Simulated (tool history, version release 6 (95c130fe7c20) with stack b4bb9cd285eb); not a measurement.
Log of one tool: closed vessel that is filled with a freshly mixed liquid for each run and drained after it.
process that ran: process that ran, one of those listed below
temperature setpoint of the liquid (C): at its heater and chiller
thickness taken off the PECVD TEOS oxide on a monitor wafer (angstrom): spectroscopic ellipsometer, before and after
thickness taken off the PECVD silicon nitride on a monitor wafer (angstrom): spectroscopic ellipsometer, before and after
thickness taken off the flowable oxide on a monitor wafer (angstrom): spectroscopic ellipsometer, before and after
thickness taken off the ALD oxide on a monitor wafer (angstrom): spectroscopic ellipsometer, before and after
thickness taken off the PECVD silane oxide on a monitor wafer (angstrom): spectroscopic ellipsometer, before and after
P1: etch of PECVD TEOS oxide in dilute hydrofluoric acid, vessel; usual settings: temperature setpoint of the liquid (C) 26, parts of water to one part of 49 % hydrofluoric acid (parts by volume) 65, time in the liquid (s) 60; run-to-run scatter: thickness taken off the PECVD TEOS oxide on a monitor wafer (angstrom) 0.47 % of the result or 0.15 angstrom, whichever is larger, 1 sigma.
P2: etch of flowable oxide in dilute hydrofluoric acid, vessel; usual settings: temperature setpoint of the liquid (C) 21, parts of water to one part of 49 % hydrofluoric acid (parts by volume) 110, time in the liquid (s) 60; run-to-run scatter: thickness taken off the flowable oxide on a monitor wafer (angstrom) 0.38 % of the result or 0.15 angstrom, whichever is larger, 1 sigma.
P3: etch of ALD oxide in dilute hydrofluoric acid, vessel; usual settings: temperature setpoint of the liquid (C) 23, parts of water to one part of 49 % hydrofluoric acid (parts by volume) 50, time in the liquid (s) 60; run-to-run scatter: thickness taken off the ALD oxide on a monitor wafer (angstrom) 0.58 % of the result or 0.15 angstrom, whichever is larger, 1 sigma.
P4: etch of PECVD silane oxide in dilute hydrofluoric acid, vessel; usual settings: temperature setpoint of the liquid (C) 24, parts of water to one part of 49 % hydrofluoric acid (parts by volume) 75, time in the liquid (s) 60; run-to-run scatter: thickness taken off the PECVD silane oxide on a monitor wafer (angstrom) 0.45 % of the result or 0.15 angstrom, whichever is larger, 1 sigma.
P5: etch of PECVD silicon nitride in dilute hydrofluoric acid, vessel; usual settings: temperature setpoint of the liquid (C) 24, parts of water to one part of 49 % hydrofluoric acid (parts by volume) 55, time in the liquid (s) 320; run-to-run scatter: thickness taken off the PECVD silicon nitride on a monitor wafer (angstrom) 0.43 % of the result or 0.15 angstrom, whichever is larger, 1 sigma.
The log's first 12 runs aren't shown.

run,hour,process that ran,temperature setpoint of the liquid (C),parts of water to one part of 49 % hydrofluoric acid (parts by volume),time in the liquid (s),hours since the thermometer was replaced,hours since the hydrofluoric acid flow meter was replaced,thickness taken off the PECVD TEOS oxide on a monitor wafer (angstrom),thickness taken off the PECVD silicon nitride on a monitor wafer (angstrom),thickness taken off the flowable oxide on a monitor wafer (angstrom),thickness taken off the ALD oxide on a monitor wafer (angstrom),thickness taken off the PECVD silane oxide on a monitor wafer (angstrom)
13,93.8,P2,21,110,60,1424.9,350.7,,,158.53,,
14,102.9,P4,24,75,60,1434,359.8,,,,,130.44
15,110.4,P1,26,65,30,1441.5,367.3,73.92,,,,
16,115.3,P1,20.5,65,60,1446.4,372.2,119.99,,,,
# hour 123.2: hydrofluoric acid flow meter replaced
17,124.9,P1,26,65,60,1456,1.7,148.7,,,,
18,133.4,P2,21,175,60,1464.5,10.2,,,93.155,,
19,141.3,P4,24,75,60,1472.4,18.1,,,,,131.6
20,146.1,P5,24,55,165,1477.2,22.9,,157.94,,,
21,154.2,P4,24,35,60,1485.3,31,,,,,294.16
22,164.2,P1,26,65,60,1495.3,41,148.22,,,,
23,172.2,P1,26,25,60,1503.3,49,411.13,,,,
24,177.3,P1,30.5,100,60,1508.4,54.1,108.65,,,,
25,186.3,P3,31,50,60,1517.4,63.1,,,,518,
26,194.9,P2,27.5,110,60,1526,71.7,,,203.48,,

Forecast run 27:
27,200.3,P1,26,65,60,1531.4,77.1,?,,,,

Run 27 gave thickness taken off the PECVD TEOS oxide on a monitor wafer (angstrom) 147.8.

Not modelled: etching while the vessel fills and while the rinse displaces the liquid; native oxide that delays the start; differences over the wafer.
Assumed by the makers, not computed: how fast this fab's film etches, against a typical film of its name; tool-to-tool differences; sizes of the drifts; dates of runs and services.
